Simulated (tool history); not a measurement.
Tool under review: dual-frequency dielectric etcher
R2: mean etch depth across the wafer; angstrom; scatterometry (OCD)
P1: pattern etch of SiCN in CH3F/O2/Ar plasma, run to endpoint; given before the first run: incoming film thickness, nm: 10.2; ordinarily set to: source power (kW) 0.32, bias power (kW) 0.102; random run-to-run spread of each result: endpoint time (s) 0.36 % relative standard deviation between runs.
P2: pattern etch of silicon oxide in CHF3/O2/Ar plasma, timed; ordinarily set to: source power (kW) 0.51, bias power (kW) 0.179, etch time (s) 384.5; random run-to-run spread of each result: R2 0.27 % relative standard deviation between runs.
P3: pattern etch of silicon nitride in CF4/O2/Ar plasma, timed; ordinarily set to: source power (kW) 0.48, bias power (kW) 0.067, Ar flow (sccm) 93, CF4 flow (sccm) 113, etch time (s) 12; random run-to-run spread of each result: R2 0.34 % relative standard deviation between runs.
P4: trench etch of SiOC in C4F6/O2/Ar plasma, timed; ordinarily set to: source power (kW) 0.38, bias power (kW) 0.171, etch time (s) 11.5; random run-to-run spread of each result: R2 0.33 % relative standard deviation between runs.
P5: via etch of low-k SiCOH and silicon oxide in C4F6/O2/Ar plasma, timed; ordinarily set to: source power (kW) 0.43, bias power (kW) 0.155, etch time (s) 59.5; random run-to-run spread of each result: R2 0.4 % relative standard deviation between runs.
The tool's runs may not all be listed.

Run 1, day 0.454: process that ran P1, source power (kW) 0.32, bias power (kW) 0.102. Result: endpoint time (s) 26.319.
Run 2, day 0.996: process that ran P3, source power (kW) 0.48, bias power (kW) 0.067, Ar flow (sccm) 72, CF4 flow (sccm) 113, etch time (s) 12. Result: R2 257.8 angstrom.
Run 3, day 1.571: process that ran P1, source power (kW) 0.32, bias power (kW) 0.102. Result: endpoint time (s) 26.226.
Run 4, day 1.875: process that ran P5, source power (kW) 0.43, bias power (kW) 0.204, etch time (s) 59.5. Result: R2 1736.9 angstrom.
Run 5, day 2.4: process that ran P2, source power (kW) 0.51, bias power (kW) 0.105, etch time (s) 384.5. Result: R2 6072.1 angstrom.
Run 6, day 2.912: process that ran P3, source power (kW) 0.48, bias power (kW) 0.067, Ar flow (sccm) 93, CF4 flow (sccm) 113, etch time (s) 12. Result: R2 252.09 angstrom.
Run 7, day 3.412: process that ran P3, source power (kW) 0.48, bias power (kW) 0.084, Ar flow (sccm) 93, CF4 flow (sccm) 113, etch time (s) 12. Result: R2 274.85 angstrom.
Run 8, day 4.033: process that ran P3, source power (kW) 0.48, bias power (kW) 0.067, Ar flow (sccm) 93, CF4 flow (sccm) 158, etch time (s) 12. Result: R2 260.35 angstrom.
Run 9, day 4.608: process that ran P5, source power (kW) 0.43, bias power (kW) 0.155, etch time (s) 59.5. Result: R2 1612.9 angstrom.
Run 10, day 5.092: process that ran P1, source power (kW) 0.32, bias power (kW) 0.102. Result: endpoint time (s) 26.173.
Run 11, day 5.617: process that ran P5, source power (kW) 0.25, bias power (kW) 0.155, etch time (s) 59.5. Result: R2 1293.8 angstrom.
Run 12, day 6.258: process that ran P1, source power (kW) 0.32, bias power (kW) 0.063. Result: endpoint time (s) 31.318.
Run 13, day 6.854: process that ran P1, source power (kW) 0.41, bias power (kW) 0.102. Result: endpoint time (s) 23.848.
Run 14, day 7.404: process that ran P2, source power (kW) 0.51, bias power (kW) 0.179, etch time (s) 384.5. Result: R2 7154 angstrom.
At day 7.992: wet clean of the chamber.
Run 15, day 8.062: process that ran P4, source power (kW) 0.5, bias power (kW) 0.171, etch time (s) 11.5. Result: R2 261.42 angstrom.
Run 16, day 8.5: process that ran P4, source power (kW) 0.38, bias power (kW) 0.224, etch time (s) 11.5. Result: R2 257.74 angstrom.
Run 17, day 9.2: process that ran P1, source power (kW) 0.32, bias power (kW) 0.143. Result: endpoint time (s) 23.012.
Run 18, day 9.579: process that ran P5, source power (kW) 0.43, bias power (kW) 0.155, etch time (s) 87. Result: R2 2346 angstrom.
Run 19, day 9.967: process that ran P2, source power (kW) 0.51, bias power (kW) 0.179, etch time (s) 494. Result: R2 9234.1 angstrom.
Run 20, day 10.275: process that ran P1, source power (kW) 0.2, bias power (kW) 0.081. Result: endpoint time (s) 34.264.
Run 21, day 10.754: process that ran P1, source power (kW) 0.32, bias power (kW) 0.102. Result: endpoint time (s) 26.219.
Run 22, day 11.221: process that ran P1, source power (kW) 0.21, bias power (kW) 0.102. Result: endpoint time (s) 30.635.
Run 23, day 11.621: process that ran P4, source power (kW) 0.38, bias power (kW) 0.171, etch time (s) 11.5. Result: R2 234.88 angstrom.
Run 24, day 11.933: process that ran P2, source power (kW) 0.39, bias power (kW) 0.179, etch time (s) 384.5. Result: R2 6497.5 angstrom.
Run 25, day 12.329: process that ran P3, source power (kW) 0.31, bias power (kW) 0.067, Ar flow (sccm) 93, CF4 flow (sccm) 113, etch time (s) 12. Result: R2 172.47 angstrom.
Run 26, day 12.671: process that ran P3, source power (kW) 0.48, bias power (kW) 0.067, Ar flow (sccm) 93, CF4 flow (sccm) 113, etch time (s) 18. Result: R2 378.42 angstrom.
Run 27, day 13.033: process that ran P4, source power (kW) 0.38, bias power (kW) 0.171, etch time (s) 8. Result: R2 163.98 angstrom.
Run 28, day 13.575: process that ran P1, source power (kW) 0.32, bias power (kW) 0.102. Result: endpoint time (s) 26.198.
Run 29, day 14.104: process that ran P1, source power (kW) 0.32, bias power (kW) 0.102. Result: endpoint time (s) 26.391.
Run 30, day 14.429: process that ran P1, source power (kW) 0.32, bias power (kW) 0.102. Result: endpoint time (s) 26.69.
Run 31, day 15.021: process that ran P1, source power (kW) 0.32, bias power (kW) 0.102. Result: endpoint time (s) 26.746.
Run 32, day 15.342: process that ran P1, source power (kW) 0.32, bias power (kW) 0.102. Result: endpoint time (s) 26.6.
Run 33, day 15.729: process that ran P1, source power (kW) 0.32, bias power (kW) 0.102. Result: endpoint time (s) 26.557.
At day 15.921: wet clean of the chamber.
Run 34, day 16.312: process that ran P1, source power (kW) 0.32, bias power (kW) 0.102. Result: endpoint time (s) 26.804.
Run 35, day 16.733: process that ran P1, source power (kW) 0.32, bias power (kW) 0.102. Result: endpoint time (s) 26.841.
Run 36, day 17.346: process that ran P1, source power (kW) 0.32, bias power (kW) 0.102. Result: endpoint time (s) 26.766.
Run 37, day 17.662: process that ran P1, source power (kW) 0.32, bias power (kW) 0.102. Result: endpoint time (s) 26.746.
Run 38, day 18.004: process that ran P1, source power (kW) 0.32, bias power (kW) 0.102. Result: endpoint time (s) 26.724.
Run 39, day 18.483: process that ran P1, source power (kW) 0.32, bias power (kW) 0.102. Result: endpoint time (s) 26.811.

P1 has crept away from where it was. The log is fitted equally well by each of these 2 causes, at the sizes shown:
A: bias power that arrives under what is set, % = 4.59
B: source power that arrives under what is set, % = 4.78
The process output started creeping at around day 13.575.
Other possible causes, and why each is ruled out:
chamber walls in a state that lowers the etch rate, %: its service at day 15.921 followed the start of the drift and did not put the process back to its old value

Listed below are the offered check runs, one wafer per run, with question marks in place of results. For which of them would the causes give clearly different outcomes?
Run check 1, day 18.962: process that ran P5, source power (kW) 0.26, bias power (kW) 0.201, etch time (s) 59.5. Result: R2 ?.
Run check 2, day 18.962: process that ran P2, source power (kW) 0.51, bias power (kW) 0.151, etch time (s) 384.5. Result: R2 ?.
Run check 3, day 18.962: process that ran P4, source power (kW) 0.38, bias power (kW) 0.207, etch time (s) 11.5. Result: R2 ?.
Run check 4, day 18.962: process that ran P3, source power (kW) 0.48, bias power (kW) 0.067, Ar flow (sccm) 93, CF4 flow (sccm) 156, etch time (s) 12. Result: R2 ?.

How each check would come out, cause by cause:
  check  result    if A    if B
check 1      R2  1407.1  1402.6
check 2      R2  6684.8  6661.3
check 3      R2  246.86  245.98
check 4      R2  255.16  248.84
How far apart the two closest causes lie, in the result that separates them most: check 1 0.32 %; check 2 0.35 %; check 3 0.36 %; check 4 2.51 %
The other checks would show nearly matching results whichever cause is true, so check 4 is the only one that separates the causes.

Then check 4 was run and gave: R2 255.79 angstrom. Which cause is it?

Of the candidate causes, it is A: bias power that arrives under what is set, %.

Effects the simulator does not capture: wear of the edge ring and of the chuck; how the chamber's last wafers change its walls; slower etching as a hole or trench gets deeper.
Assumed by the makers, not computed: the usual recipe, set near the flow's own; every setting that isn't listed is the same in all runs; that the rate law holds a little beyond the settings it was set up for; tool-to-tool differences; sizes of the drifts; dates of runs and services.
